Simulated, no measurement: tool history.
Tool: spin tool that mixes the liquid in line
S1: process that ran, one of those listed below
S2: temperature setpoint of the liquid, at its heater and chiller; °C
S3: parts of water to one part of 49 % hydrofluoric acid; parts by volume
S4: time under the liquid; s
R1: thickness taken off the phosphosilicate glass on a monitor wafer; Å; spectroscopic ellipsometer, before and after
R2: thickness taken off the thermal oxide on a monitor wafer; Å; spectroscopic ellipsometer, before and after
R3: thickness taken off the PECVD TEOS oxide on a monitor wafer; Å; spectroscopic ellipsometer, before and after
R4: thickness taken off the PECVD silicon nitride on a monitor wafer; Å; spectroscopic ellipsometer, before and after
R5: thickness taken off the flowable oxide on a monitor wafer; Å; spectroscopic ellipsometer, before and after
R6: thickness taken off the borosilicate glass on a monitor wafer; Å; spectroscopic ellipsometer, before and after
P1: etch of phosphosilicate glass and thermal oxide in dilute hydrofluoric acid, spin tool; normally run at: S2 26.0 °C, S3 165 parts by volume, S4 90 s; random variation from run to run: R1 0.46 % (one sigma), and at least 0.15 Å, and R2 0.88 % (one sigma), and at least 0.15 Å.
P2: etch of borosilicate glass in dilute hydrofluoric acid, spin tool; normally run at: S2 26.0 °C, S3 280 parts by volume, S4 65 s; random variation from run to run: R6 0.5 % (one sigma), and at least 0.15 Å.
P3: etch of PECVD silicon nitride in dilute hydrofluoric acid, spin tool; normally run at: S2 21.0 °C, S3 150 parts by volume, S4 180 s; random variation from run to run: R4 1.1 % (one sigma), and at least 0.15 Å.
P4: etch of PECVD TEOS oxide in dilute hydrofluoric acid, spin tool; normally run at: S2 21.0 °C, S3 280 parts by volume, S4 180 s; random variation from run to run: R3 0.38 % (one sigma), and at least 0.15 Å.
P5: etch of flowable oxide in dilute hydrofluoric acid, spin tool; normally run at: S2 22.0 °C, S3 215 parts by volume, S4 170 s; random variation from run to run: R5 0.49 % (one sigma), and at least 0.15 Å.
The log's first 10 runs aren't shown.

run 11 hour=111.7 | S1=P1 S2=26.0 S3=35 S4=90 | R1=1758.20 R2=141.210
run 12 hour=124.1 | S1=P1 S2=31.0 S3=165 S4=90 | R1=375.45 R2=30.153
run 13 hour=130.7 | S1=P1 S2=33.0 S3=225 S4=90 | R1=275.41 R2=21.806
-- hour=134.0 thermometer replaced
run 14 hour=144.6 | S1=P5 S2=22.0 S3=295 S4=170 | R5=177.37
run 15 hour=150.7 | S1=P4 S2=21.0 S3=280 S4=360 | R3=102.180
run 16 hour=163.7 | S1=P2 S2=26.0 S3=280 S4=65 | R6=60.932
run 17 hour=177.3 | S1=P2 S2=20.5 S3=280 S4=65 | R6=49.861
run 18 hour=185.6 | S1=P1 S2=21.5 S3=165 S4=90 | R1=267.41 R2=21.003
run 19 hour=192.9 | S1=P1 S2=26.0 S3=165 S4=90 | R1=314.36 R2=25.119
run 20 hour=205.3 | S1=P3 S2=21.0 S3=245 S4=180 | R4=13.535
run 21 hour=212.4 | S1=P1 S2=26.0 S3=165 S4=90 | R1=312.49 R2=25.727
run 22 hour=222.9 | S1=P1 S2=26.0 S3=165 S4=30 | R1=105.57 R2=8.599
run 23 hour=230.3 | S1=P2 S2=26.0 S3=50 S4=65 | R6=449.560
run 24 hour=240.3 | S1=P4 S2=21.0 S3=110 S4=180 | R3=155.750
run 25 hour=251.3 | S1=P5 S2=22.0 S3=215 S4=170 | R5=263.01
run 26 hour=263.8 | S1=P2 S2=26.0 S3=280 S4=25 | R6=23.404
run 27 hour=273.2 | S1=P3 S2=17.0 S3=150 S4=180 | R4=16.706
run 28 hour=285.3 | S1=P2 S2=26.0 S3=280 S4=65 | R6=60.893
run 29 hour=292.9 | S1=P5 S2=22.0 S3=215 S4=275 | R5=424.19
run 30 hour=300.8 | S1=P1 S2=26.0 S3=165 S4=90 | R1=317.76 R2=25.729
run 31 hour=313.8 | S1=P4 S2=21.0 S3=280 S4=180 | R3=51.526
run 32 hour=323.8 | S1=P1 S2=26.0 S3=165 S4=90 | R1=314.83 R2=24.797

The next listed run, before its measurement:
run 33 hour=333.1 | S1=P1 S2=26.0 S3=165 S4=90 | R1=? R2=?

{"run 33": {"R1": 304.48, "R2": 24.305}}
